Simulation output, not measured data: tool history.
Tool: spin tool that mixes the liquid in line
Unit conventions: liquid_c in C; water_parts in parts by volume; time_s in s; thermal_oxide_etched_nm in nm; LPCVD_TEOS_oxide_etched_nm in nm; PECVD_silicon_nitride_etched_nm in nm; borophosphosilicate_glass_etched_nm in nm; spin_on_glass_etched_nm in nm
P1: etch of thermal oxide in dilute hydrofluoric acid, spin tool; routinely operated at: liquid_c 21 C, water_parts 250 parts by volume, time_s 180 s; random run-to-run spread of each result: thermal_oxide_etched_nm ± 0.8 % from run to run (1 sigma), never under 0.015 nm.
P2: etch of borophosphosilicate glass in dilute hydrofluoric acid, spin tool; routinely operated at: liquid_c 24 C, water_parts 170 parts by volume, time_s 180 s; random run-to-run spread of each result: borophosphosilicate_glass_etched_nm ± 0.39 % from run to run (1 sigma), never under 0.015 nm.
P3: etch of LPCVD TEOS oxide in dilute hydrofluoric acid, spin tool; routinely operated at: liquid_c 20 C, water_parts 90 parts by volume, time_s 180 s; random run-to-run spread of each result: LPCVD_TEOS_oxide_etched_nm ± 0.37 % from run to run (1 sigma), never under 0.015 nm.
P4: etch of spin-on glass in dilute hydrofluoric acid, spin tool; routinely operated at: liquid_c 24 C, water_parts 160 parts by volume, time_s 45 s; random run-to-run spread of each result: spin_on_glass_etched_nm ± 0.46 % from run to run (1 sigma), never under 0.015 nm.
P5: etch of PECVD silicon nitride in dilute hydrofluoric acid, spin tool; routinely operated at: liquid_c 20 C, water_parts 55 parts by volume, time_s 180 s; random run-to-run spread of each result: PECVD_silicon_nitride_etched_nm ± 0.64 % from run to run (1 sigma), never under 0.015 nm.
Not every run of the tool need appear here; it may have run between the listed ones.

run,hour,process,liquid_c,water_parts,time_s,hours since the thermometer was replaced,hours since the hydrofluoric acid flow meter was replaced,thermal_oxide_etched_nm,LPCVD_TEOS_oxide_etched_nm,PECVD_silicon_nitride_etched_nm,borophosphosilicate_glass_etched_nm,spin_on_glass_etched_nm
1,8.1,P1,21,250,180,612.3,240.2,2.57340,,,,
2,15.2,P1,29,130,180,619.4,247.3,7.58410,,,,
3,23.2,P3,27,90,180,627.4,255.3,,70.683,,,
4,32.1,P5,25,55,180,636.3,264.2,,,5.8665,,
5,40.0,P2,24,170,15,644.2,272.1,,,,2.8364,
6,44.7,P5,20,55,350,648.9,276.8,,,8.0701,,
7,53.1,P1,21,250,180,657.3,285.2,2.57270,,,,
8,58.7,P3,20,90,320,662.9,290.8,,94.939,,,
9,67.6,P2,24,300,180,671.8,299.7,,,,17.0790,
10,76.6,P4,24,60,45,680.8,308.7,,,,,45.909
11,84.5,P1,21,440,180,688.7,316.6,1.22620,,,,
12,92.4,P1,25,250,180,696.6,324.5,2.93410,,,,
13,101.8,P1,17,415,180,706.0,333.9,1.15930,,,,
# hour 106.7: hydrofluoric acid flow meter replaced
14,107.1,P4,17,160,45,711.3,0.5,,,,,11.629
15,111.8,P1,27,355,180,716.0,5.2,2.00700,,,,
16,120.3,P1,17,250,180,724.5,13.7,2.23870,,,,
17,124.5,P2,30,170,180,728.7,17.9,,,,43.0620,
18,131.8,P1,21,250,180,736.0,25.2,2.57240,,,,
19,138.3,P1,21,250,65,742.5,31.7,0.92157,,,,
20,146.1,P3,20,90,180,750.3,39.5,,53.200,,,
21,151.4,P1,21,65,180,755.6,44.8,12.15400,,,,
22,160.9,P4,24,160,45,765.1,54.3,,,,,15.208
23,169.3,P5,20,30,180,773.5,62.7,,,7.5301,,
# hour 172.5: thermometer replaced
24,177.5,P5,20,55,180,5.0,70.9,,,4.1665,,
25,182.5,P2,24,170,180,10.0,75.9,,,,34.5340,
26,191.7,P4,24,160,75,19.2,85.1,,,,,25.430
27,197.4,P1,21,250,180,24.9,90.8,2.57190,,,,
28,202.3,P3,20,45,180,29.8,95.7,,112.690,,,
29,208.6,P1,21,250,310,36.1,102.0,4.43810,,,,
30,213.8,P1,21,250,180,41.3,107.2,2.56870,,,,
31,220.4,P1,21,250,180,47.9,113.8,2.51970,,,,
32,225.2,P1,21,250,180,52.7,118.6,2.51370,,,,
33,233.6,P1,21,250,180,61.1,127.0,2.47320,,,,
34,242.0,P1,21,250,180,69.5,135.4,2.45120,,,,
35,249.4,P1,21,250,180,76.9,142.8,2.48120,,,,
36,254.2,P1,21,250,180,81.7,147.6,2.47900,,,,
37,262.1,P1,21,250,180,89.6,155.5,2.41380,,,,
38,271.5,P1,21,250,180,99.0,164.9,2.47090,,,,
39,276.3,P1,21,250,180,103.8,169.7,2.48900,,,,
40,283.1,P1,21,250,180,110.6,176.5,2.40730,,,,
41,291.0,P1,21,250,180,118.5,184.4,2.43740,,,,

P1 no longer gives what it gave before; its output has crept away from where it was. The following 2 causes, each at its listed size, fit the log equally well:
A: hydrofluoric acid flow below the setpoint (%) = 4.3
B: liquid colder than its thermometer reads (K) = 1.46
The drift started at roughly hour 213.8.

The check runs listed below each take one wafer, and their results are still question marks. Under which run would the listed causes lead to clearly different results?
check 1,298.9,P3,26.5,90,180,,,,?,,,
check 2,298.9,P2,24.0,170,55,,,,,,?,
check 3,298.9,P4,18.0,160,65,,,,,,,?
check 4,298.9,P5,20.0,55,250,,,,,?,,

Check results expected under each cause:
check,result,if A,if B
check 1,LPCVD_TEOS_oxide_etched_nm,66.178,65.643
check 2,borophosphosilicate_glass_etched_nm,10.0240,9.9931
check 3,spin_on_glass_etched_nm,16.544,16.406
check 4,PECVD_silicon_nitride_etched_nm,5.5620,5.2433
How far apart the two closest causes lie, in the result that separates them most: check 1 0.81 %; check 2 0.3 %; check 3 0.84 %; check 4 5.9 %
The causes can be told apart only by check 4. The other checks would give nearly the same results under each of them.

With check 4 done, the readings were: PECVD_silicon_nitride_etched_nm 5.5592 nm. Identify which of the listed causes applies.

The correct cause is A, namely: hydrofluoric acid flow below the setpoint (%).
